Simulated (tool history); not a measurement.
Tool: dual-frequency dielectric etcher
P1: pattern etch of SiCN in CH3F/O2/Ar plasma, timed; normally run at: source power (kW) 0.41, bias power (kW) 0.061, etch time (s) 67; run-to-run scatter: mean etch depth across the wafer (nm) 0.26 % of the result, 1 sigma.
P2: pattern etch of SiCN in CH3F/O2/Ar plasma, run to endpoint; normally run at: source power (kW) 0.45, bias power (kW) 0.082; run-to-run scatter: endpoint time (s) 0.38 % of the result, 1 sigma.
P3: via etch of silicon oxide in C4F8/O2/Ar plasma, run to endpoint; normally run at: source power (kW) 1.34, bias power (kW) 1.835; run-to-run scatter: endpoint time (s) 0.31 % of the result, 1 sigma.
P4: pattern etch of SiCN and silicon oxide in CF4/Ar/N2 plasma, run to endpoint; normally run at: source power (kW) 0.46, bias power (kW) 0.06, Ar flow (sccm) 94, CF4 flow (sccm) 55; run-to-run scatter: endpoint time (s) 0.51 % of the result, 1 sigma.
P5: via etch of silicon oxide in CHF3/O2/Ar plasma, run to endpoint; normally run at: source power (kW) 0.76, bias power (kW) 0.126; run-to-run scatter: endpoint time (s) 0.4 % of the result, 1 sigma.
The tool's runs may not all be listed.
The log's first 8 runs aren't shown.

run	day	process that ran	source power (kW)	bias power (kW)	etch time (s)	Ar flow (sccm)	CF4 flow (sccm)	mean etch depth across the wafer (nm)	endpoint time (s)
9	1.538	P1	0.41	0.061	67			24.169	
# day 1.571: wet clean of the chamber
10	1.679	P1	0.41	0.083	67			26.994	
# day 1.746: bias power generator calibrated
11	1.879	P1	0.5	0.061	67			26.162	
12	2.129	P1	0.32	0.073	67			23.519	
13	2.304	P4	0.46	0.06		66	55		20.448
14	2.483	P3	1.34	1.835					415.87
15	2.7	P2	0.6	0.082					17.134
16	2.912	P3	1.72	1.835					375.21
17	3.067	P4	0.46	0.08		94	55		19.534
18	3.296	P1	0.3	0.043	67			19.084	
19	3.479	P1	0.41	0.061	67			24.12	
20	3.708	P4	0.46	0.06		94	42		22.447
21	3.967	P1	0.41	0.061	82.5			29.745	
22	4.092	P4	0.46	0.06		94	55		21.624
23	4.208	P1	0.41	0.061	52			18.883	
24	4.412	P4	0.46	0.06		94	55		21.327
25	4.55	P1	0.33	0.061	67			22.341	
26	4.808	P2	0.45	0.099					17.77
27	5.029	P2	0.45	0.082					19.029
28	5.175	P5	0.76	0.126					218.81
29	5.379	P5	0.58	0.126					244.06
30	5.521	P1	0.41	0.061	67			24.158	

Run 31 comes next. What will it give?
31	5.717	P1	0.41	0.061	67			?	

{"run 31": {"mean etch depth across the wafer (nm)": 24.038}}

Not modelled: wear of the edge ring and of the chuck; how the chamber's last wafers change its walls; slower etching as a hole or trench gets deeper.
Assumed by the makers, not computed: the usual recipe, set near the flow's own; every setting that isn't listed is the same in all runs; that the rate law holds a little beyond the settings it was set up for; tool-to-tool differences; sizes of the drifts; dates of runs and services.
